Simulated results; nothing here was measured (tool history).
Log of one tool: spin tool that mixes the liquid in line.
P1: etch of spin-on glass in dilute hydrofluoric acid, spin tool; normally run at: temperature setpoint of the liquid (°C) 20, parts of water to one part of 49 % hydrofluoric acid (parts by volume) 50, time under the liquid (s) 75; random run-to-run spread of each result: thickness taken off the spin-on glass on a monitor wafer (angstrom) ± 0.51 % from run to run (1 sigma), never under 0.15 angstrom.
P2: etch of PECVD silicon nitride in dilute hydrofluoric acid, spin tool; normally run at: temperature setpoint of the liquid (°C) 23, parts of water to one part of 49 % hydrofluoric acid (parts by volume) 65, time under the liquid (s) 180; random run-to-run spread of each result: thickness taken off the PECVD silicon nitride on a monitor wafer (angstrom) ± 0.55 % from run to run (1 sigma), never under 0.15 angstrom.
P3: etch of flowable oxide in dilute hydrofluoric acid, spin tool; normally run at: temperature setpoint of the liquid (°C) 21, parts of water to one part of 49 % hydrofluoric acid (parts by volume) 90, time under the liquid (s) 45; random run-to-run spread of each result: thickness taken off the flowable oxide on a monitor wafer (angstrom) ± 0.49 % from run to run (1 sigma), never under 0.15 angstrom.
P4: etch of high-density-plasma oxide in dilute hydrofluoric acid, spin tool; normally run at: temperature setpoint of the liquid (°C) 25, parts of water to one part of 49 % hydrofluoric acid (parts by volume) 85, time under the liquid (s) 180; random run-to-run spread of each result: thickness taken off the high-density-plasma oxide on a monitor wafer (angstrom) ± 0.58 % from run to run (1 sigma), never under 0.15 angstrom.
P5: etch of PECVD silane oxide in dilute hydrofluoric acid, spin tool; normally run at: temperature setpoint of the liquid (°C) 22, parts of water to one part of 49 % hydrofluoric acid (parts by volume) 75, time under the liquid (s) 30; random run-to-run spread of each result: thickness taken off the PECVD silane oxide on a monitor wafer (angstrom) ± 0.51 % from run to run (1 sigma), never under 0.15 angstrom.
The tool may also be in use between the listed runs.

run	hour	process that ran	temperature setpoint of the liquid (°C)	parts of water to one part of 49 % hydrofluoric acid (parts by volume)	time under the liquid (s)	hours since the thermometer was replaced	hours since the hydrofluoric acid flow meter was replaced	thickness taken off the spin-on glass on a monitor wafer (angstrom)	thickness taken off the PECVD silane oxide on a monitor wafer (angstrom)	thickness taken off the high-density-plasma oxide on a monitor wafer (angstrom)	thickness taken off the PECVD silicon nitride on a monitor wafer (angstrom)	thickness taken off the flowable oxide on a monitor wafer (angstrom)
1	8.8	P1	20	50	75	1426.8	745.7	298.57				
2	14.7	P5	22	75	15	1432.7	751.6		73.967			
3	23.3	P4	20	85	180	1441.3	760.2			94.954		
4	30.2	P2	23	100	180	1448.2	767.1				29.02	
5	35	P2	28.5	65	180	1453	771.9				63.179	
6	44.2	P1	20	50	75	1462.2	781.1	299.46				
7	49.7	P1	17	50	75	1467.7	786.6	262.55				
8	56.5	P1	20	50	15	1474.5	793.4	59.743				
9	63	P4	25	85	180	1481	799.9			117.5		
10	72	P1	20	50	75	1490	808.9	301.68				
11	79.4	P1	20	50	75	1497.4	816.3	298.15				
12	86.9	P1	20	50	115	1504.9	823.8	459.56				
13	95.8	P5	22	20	30	1513.8	832.7		601.45			
14	100.1	P4	25	115	180	1518.1	837			84.088		
15	105.8	P3	21	90	80	1523.8	842.7					519.88
16	112.7	P3	17	90	45	1530.7	849.6					244.66
17	118.2	P1	27.5	50	15	1536.2	855.1	82.025				
18	122.7	P2	23	65	180	1540.7	859.6				44.392	
19	129.1	P1	20	50	75	1547.1	866	296.08				
20	137.2	P1	20	75	75	1555.2	874.1	195.49				
21	142.3	P1	20	50	75	1560.3	879.2	299.25				
22	150.2	P3	21	50	45	1568.2	887.1					547.61
23	155.6	P1	26	50	75	1573.6	892.5	384.63				
24	161.5	P4	25	85	180	1579.5	898.4			116.55		
25	165.9	P1	17	30	75	1583.9	902.8	447.04				
26	170.9	P1	20	20	75	1588.9	907.8	772.84				
27	176.9	P3	21	90	45	1594.9	913.8					292.68
28	181.9	P2	23	65	70	1599.9	918.8				16.874	
29	188	P1	17	50	25	1606	924.9	86.69				
30	196.5	P4	25	85	15	1614.5	933.4			9.7479		
31	202.5	P5	22	75	30	1620.5	939.4		148.21			
32	211.6	P5	17	75	30	1629.6	948.5		122.49			
33	216.5	P1	20	50	75	1634.5	953.4	297.74				
34	222.4	P1	20	50	75	1640.4	959.3	316.13				
35	227.6	P1	20	50	75	1645.6	964.5	322.34				
36	235.7	P1	20	50	75	1653.7	972.6	328.88				
37	242.3	P1	20	50	75	1660.3	979.2	329.66				

Estimate the outcome of run 38 from the log above:
38	248	P1	20	50	75	1666	984.9	?				

thickness taken off the spin-on glass on a monitor wafer (angstrom): 331.31

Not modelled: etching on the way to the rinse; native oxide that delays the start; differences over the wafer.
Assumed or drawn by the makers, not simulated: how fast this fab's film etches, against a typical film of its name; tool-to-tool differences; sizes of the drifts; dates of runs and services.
